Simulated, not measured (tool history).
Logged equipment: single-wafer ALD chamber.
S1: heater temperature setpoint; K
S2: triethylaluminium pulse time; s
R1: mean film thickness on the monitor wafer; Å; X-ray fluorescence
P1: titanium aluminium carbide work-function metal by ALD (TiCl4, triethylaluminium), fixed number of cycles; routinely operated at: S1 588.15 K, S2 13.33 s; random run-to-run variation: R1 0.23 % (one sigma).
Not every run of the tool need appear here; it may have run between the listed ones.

run 1 hour=10 | S1=588.15 S2=13.33 | R1=22.156
run 2 hour=19.5 | S1=588.15 S2=4.55 | R1=17.84
run 3 hour=35.6 | S1=588.15 S2=20.49 | R1=22.393
run 4 hour=48.4 | S1=569.15 S2=13.33 | R1=20.485
run 5 hour=62.9 | S1=588.15 S2=13.33 | R1=22.125
run 6 hour=73.1 | S1=564.15 S2=18.77 | R1=20.18
run 7 hour=88.9 | S1=571.15 S2=21.54 | R1=20.915
run 8 hour=104.8 | S1=604.15 S2=13.33 | R1=23.62
run 9 hour=119.8 | S1=588.15 S2=13.33 | R1=22.17
run 10 hour=127.5 | S1=588.15 S2=13.33 | R1=22.174
run 11 hour=135.6 | S1=588.15 S2=13.33 | R1=22.246

Run 12 has not been measured yet. What should we expect?
run 12 hour=144.6 | S1=588.15 S2=13.33 | R1=?

R1: 22.22 Å
